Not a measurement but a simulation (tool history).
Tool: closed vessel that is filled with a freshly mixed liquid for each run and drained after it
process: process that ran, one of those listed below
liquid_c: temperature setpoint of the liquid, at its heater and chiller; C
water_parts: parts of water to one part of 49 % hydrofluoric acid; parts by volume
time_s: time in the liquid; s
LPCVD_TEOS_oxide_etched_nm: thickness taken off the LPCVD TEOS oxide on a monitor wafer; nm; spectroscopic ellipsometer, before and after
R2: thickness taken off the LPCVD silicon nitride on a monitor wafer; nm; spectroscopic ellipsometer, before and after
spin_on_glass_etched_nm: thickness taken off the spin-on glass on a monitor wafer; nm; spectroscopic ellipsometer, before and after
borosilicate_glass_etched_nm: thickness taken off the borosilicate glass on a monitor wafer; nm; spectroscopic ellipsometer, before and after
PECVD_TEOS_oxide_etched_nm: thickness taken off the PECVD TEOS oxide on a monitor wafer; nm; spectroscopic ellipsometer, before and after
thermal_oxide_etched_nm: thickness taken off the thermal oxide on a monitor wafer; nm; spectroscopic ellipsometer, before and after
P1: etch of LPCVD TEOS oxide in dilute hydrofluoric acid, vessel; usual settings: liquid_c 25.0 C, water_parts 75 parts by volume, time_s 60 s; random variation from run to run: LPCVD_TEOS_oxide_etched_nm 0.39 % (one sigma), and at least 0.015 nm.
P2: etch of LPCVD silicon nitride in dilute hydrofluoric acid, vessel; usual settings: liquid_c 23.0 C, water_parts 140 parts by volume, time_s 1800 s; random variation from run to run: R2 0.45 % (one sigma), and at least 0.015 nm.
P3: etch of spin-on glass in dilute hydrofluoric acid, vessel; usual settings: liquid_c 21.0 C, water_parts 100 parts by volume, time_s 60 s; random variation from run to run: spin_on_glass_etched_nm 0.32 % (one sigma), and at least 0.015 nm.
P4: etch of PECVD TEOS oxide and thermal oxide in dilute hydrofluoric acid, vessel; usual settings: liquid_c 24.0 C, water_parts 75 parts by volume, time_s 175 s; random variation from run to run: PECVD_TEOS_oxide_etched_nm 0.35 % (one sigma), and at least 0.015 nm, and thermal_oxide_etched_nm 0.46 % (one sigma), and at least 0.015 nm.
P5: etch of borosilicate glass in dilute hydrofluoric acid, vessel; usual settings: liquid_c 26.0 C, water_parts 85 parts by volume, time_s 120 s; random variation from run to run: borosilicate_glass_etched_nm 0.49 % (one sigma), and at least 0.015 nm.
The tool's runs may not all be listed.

Run 1, day 0.583: process P1, liquid_c 25.0 C, water_parts 75 parts by volume, time_s 60 s. Result: LPCVD_TEOS_oxide_etched_nm 27.3010 nm.
Run 2, day 1.179: process P1, liquid_c 19.5 C, water_parts 75 parts by volume, time_s 60 s. Result: LPCVD_TEOS_oxide_etched_nm 21.7570 nm.
Run 3, day 1.867: process P2, liquid_c 29.0 C, water_parts 140 parts by volume, time_s 1800 s. Result: R2 7.4764 nm.
Run 4, day 2.550: process P3, liquid_c 21.0 C, water_parts 100 parts by volume, time_s 60 s. Result: spin_on_glass_etched_nm 16.218 nm.
Run 5, day 3.071: process P1, liquid_c 18.0 C, water_parts 30 parts by volume, time_s 60 s. Result: LPCVD_TEOS_oxide_etched_nm 53.8040 nm.
Run 6, day 3.496: process P3, liquid_c 29.0 C, water_parts 100 parts by volume, time_s 60 s. Result: spin_on_glass_etched_nm 22.155 nm.
Run 7, day 4.088: process P5, liquid_c 26.0 C, water_parts 85 parts by volume, time_s 205 s. Result: borosilicate_glass_etched_nm 75.030 nm.
Run 8, day 4.562: process P4, liquid_c 32.0 C, water_parts 75 parts by volume, time_s 175 s. Result: PECVD_TEOS_oxide_etched_nm 37.958 nm, thermal_oxide_etched_nm 15.0090 nm.
Run 9, day 4.962: process P5, liquid_c 26.0 C, water_parts 85 parts by volume, time_s 120 s. Result: borosilicate_glass_etched_nm 44.219 nm.
Run 10, day 5.450: process P2, liquid_c 23.0 C, water_parts 85 parts by volume, time_s 1800 s. Result: R2 8.3193 nm.
Run 11, day 5.875: process P1, liquid_c 25.0 C, water_parts 110 parts by volume, time_s 30 s. Result: LPCVD_TEOS_oxide_etched_nm 8.9164 nm.
Run 12, day 6.271: process P1, liquid_c 25.0 C, water_parts 20 parts by volume, time_s 60 s. Result: LPCVD_TEOS_oxide_etched_nm 110.5700 nm.
Run 13, day 6.771: process P2, liquid_c 23.0 C, water_parts 140 parts by volume, time_s 1800 s. Result: R2 5.0969 nm.
Run 14, day 7.108: process P1, liquid_c 25.0 C, water_parts 75 parts by volume, time_s 60 s. Result: LPCVD_TEOS_oxide_etched_nm 27.4030 nm.
Run 15, day 7.458: process P5, liquid_c 26.0 C, water_parts 150 parts by volume, time_s 120 s. Result: borosilicate_glass_etched_nm 22.803 nm.
Run 16, day 7.879: process P1, liquid_c 25.0 C, water_parts 140 parts by volume, time_s 30 s. Result: LPCVD_TEOS_oxide_etched_nm 6.7781 nm.
Run 17, day 8.246: process P3, liquid_c 21.0 C, water_parts 100 parts by volume, time_s 30 s. Result: spin_on_glass_etched_nm 8.038 nm.
At day 8.392: hydrofluoric acid flow meter replaced.
Run 18, day 8.783: process P1, liquid_c 25.0 C, water_parts 130 parts by volume, time_s 60 s. Result: LPCVD_TEOS_oxide_etched_nm 14.7290 nm.
Run 19, day 9.150: process P1, liquid_c 25.0 C, water_parts 75 parts by volume, time_s 95 s. Result: LPCVD_TEOS_oxide_etched_nm 43.3340 nm.
Run 20, day 9.725: process P2, liquid_c 23.0 C, water_parts 140 parts by volume, time_s 3590 s. Result: R2 10.1690 nm.
Run 21, day 10.396: process P5, liquid_c 26.0 C, water_parts 85 parts by volume, time_s 120 s. Result: borosilicate_glass_etched_nm 43.708 nm.
Run 22, day 11.062: process P1, liquid_c 25.0 C, water_parts 75 parts by volume, time_s 60 s. Result: LPCVD_TEOS_oxide_etched_nm 27.3910 nm.
Run 23, day 11.675: process P4, liquid_c 24.0 C, water_parts 75 parts by volume, time_s 325 s. Result: PECVD_TEOS_oxide_etched_nm 51.313 nm, thermal_oxide_etched_nm 20.3200 nm.
Run 24, day 12.358: process P3, liquid_c 21.0 C, water_parts 145 parts by volume, time_s 60 s. Result: spin_on_glass_etched_nm 10.591 nm.
Run 25, day 12.704: process P5, liquid_c 17.5 C, water_parts 85 parts by volume, time_s 120 s. Result: borosilicate_glass_etched_nm 31.009 nm.
Run 26, day 13.083: process P1, liquid_c 33.5 C, water_parts 75 parts by volume, time_s 60 s. Result: LPCVD_TEOS_oxide_etched_nm 38.0860 nm.
Run 27, day 13.517: process P1, liquid_c 25.0 C, water_parts 75 parts by volume, time_s 60 s. Result: LPCVD_TEOS_oxide_etched_nm 27.5080 nm.
Run 28, day 13.967: process P4, liquid_c 24.0 C, water_parts 75 parts by volume, time_s 175 s. Result: PECVD_TEOS_oxide_etched_nm 27.827 nm, thermal_oxide_etched_nm 10.9510 nm.
Run 29, day 14.417: process P1, liquid_c 25.0 C, water_parts 75 parts by volume, time_s 60 s. Result: LPCVD_TEOS_oxide_etched_nm 27.3050 nm.
Run 30, day 15.104: process P1, liquid_c 25.0 C, water_parts 75 parts by volume, time_s 30 s. Result: LPCVD_TEOS_oxide_etched_nm 13.6730 nm.
Run 31, day 15.642: process P4, liquid_c 24.0 C, water_parts 120 parts by volume, time_s 175 s. Result: PECVD_TEOS_oxide_etched_nm 16.328 nm, thermal_oxide_etched_nm 6.4465 nm.
Run 32, day 15.979: process P2, liquid_c 23.0 C, water_parts 140 parts by volume, time_s 1800 s. Result: R2 5.0933 nm.
Run 33, day 16.688: process P1, liquid_c 25.0 C, water_parts 75 parts by volume, time_s 60 s. Result: LPCVD_TEOS_oxide_etched_nm 27.5160 nm.
Run 34, day 17.067: process P1, liquid_c 25.0 C, water_parts 75 parts by volume, time_s 60 s. Result: LPCVD_TEOS_oxide_etched_nm 26.7680 nm.
Run 35, day 17.479: process P1, liquid_c 25.0 C, water_parts 75 parts by volume, time_s 60 s. Result: LPCVD_TEOS_oxide_etched_nm 26.2130 nm.
Run 36, day 17.992: process P1, liquid_c 25.0 C, water_parts 75 parts by volume, time_s 60 s. Result: LPCVD_TEOS_oxide_etched_nm 25.9590 nm.
Run 37, day 18.388: process P1, liquid_c 25.0 C, water_parts 75 parts by volume, time_s 60 s. Result: LPCVD_TEOS_oxide_etched_nm 25.7270 nm.
Run 38, day 18.712: process P1, liquid_c 25.0 C, water_parts 75 parts by volume, time_s 60 s. Result: LPCVD_TEOS_oxide_etched_nm 25.3930 nm.
Run 39, day 19.333: process P1, liquid_c 25.0 C, water_parts 75 parts by volume, time_s 60 s. Result: LPCVD_TEOS_oxide_etched_nm 25.1560 nm.
Run 40, day 19.996: process P1, liquid_c 25.0 C, water_parts 75 parts by volume, time_s 60 s. Result: LPCVD_TEOS_oxide_etched_nm 25.0960 nm.
Run 41, day 20.621: process P1, liquid_c 25.0 C, water_parts 75 parts by volume, time_s 60 s. Result: LPCVD_TEOS_oxide_etched_nm 24.8460 nm.
Run 42, day 21.300: process P1, liquid_c 25.0 C, water_parts 75 parts by volume, time_s 60 s. Result: LPCVD_TEOS_oxide_etched_nm 25.1720 nm.
Run 43, day 21.683: process P1, liquid_c 25.0 C, water_parts 75 parts by volume, time_s 60 s. Result: LPCVD_TEOS_oxide_etched_nm 24.9080 nm.

What P1 gives has crept away from where it was. These 2 causes fit the log equally well, each at the size given:
A: liquid colder than its thermometer reads (K) = 2.26
B: hydrofluoric acid flow below the setpoint (%) = 7.95
The creep began at about day 16.688.

4 check runs are offered, one wafer each, their results left as question marks. Which one tells the causes apart?
Run check 1, day 22.067: process P2, liquid_c 26.0 C, water_parts 140 parts by volume, time_s 3390 s. Result: R2 ?.
Run check 2, day 22.067: process P4, liquid_c 31.0 C, water_parts 75 parts by volume, time_s 285 s. Result: PECVD_TEOS_oxide_etched_nm ?, thermal_oxide_etched_nm ?.
Run check 3, day 22.067: process P5, liquid_c 26.0 C, water_parts 120 parts by volume, time_s 120 s. Result: borosilicate_glass_etched_nm ?.
Run check 4, day 22.067: process P3, liquid_c 28.5 C, water_parts 100 parts by volume, time_s 60 s. Result: spin_on_glass_etched_nm ?.

What each check would give under each cause:
  check                        result     if A     if B
check 1                            R2  10.0390  10.6890
check 2    PECVD_TEOS_oxide_etched_nm   54.352   54.034
check 2       thermal_oxide_etched_nm  21.4740  21.3490
check 3  borosilicate_glass_etched_nm   27.198   26.978
check 4       spin_on_glass_etched_nm   19.896   19.742
How far apart the two closest causes lie, in the result that separates them most: check 1 6.27 %; check 2 0.59 %; check 3 0.81 %; check 4 0.78 %
Only check 1 tells the causes apart: in the others they would give nearly the same result.

Check 1 was then run and gave: R2 10.0490 nm. Which cause is it?

It is A: liquid colder than its thermometer reads (K).

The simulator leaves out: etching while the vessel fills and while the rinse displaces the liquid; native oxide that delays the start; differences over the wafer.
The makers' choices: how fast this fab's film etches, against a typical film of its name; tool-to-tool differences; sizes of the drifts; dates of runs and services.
